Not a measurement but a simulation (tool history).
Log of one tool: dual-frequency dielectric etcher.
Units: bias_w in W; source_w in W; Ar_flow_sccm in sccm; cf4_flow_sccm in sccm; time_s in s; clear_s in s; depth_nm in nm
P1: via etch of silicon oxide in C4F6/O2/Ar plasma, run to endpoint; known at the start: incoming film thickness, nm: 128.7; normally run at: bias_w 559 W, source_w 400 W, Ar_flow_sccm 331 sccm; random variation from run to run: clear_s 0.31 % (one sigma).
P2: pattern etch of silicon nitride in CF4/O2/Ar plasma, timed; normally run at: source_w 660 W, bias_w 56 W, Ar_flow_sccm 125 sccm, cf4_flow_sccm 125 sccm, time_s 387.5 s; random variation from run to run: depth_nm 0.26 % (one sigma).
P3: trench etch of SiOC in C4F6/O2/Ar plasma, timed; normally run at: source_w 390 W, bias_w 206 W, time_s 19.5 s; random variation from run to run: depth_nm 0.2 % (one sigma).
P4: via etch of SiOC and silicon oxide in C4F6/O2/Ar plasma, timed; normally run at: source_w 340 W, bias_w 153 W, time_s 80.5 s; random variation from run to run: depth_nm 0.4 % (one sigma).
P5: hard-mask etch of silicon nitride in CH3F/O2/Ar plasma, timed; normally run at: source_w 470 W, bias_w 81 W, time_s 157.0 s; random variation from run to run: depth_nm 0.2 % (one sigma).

run   hour  process  bias_w  source_w  Ar_flow_sccm  cf4_flow_sccm  time_s  clear_s  depth_nm
  1    7.7       P1     559       400           331                          26.975
  2   15.3       P1     405       320           331                          32.990
  3   23.0       P1     559       400           434                          27.653
  4   28.2       P1     559       400           331                          26.998
  5   35.9       P2      56       520           125            125   387.5            777.820
  6   43.4       P4     153       340                                 44.5             46.826
  7   47.1       P5      81       470                                223.0            175.740
  8   54.6       P3     206       550                                 19.5             46.192
  9   61.4       P5      81       670                                157.0            141.300
 10   69.5       P5      55       470                                157.0            108.780
 11   75.0       P3     284       390                                 19.5             45.178
 12   82.1       P4     100       340                                 80.5             74.990
 13   88.4       P3     206       390                                 19.5             40.378
 14   93.0       P1     559       400           331                          26.886
 15  100.7       P1     559       400           331                          26.928
 16  108.7       P2      56       660           125            125   387.5            955.810
 17  116.0       P2      75       660           125            125   387.5           1074.700
 18  123.3       P1     559       400           220                          25.807
 19  131.7       P2      56       660           125            173   387.5            996.900
 20  139.7       P1     559       400           331                          27.050
 21  147.8       P1     742       400           331                          24.241
 22  153.1       P1     559       260           331                          31.631
 23  160.4       P1     559       530           331                          24.359

Forecast run 24:
 24  167.0       P1     434       400           331                               ?

Run 24 gave clear_s 29.434 s.

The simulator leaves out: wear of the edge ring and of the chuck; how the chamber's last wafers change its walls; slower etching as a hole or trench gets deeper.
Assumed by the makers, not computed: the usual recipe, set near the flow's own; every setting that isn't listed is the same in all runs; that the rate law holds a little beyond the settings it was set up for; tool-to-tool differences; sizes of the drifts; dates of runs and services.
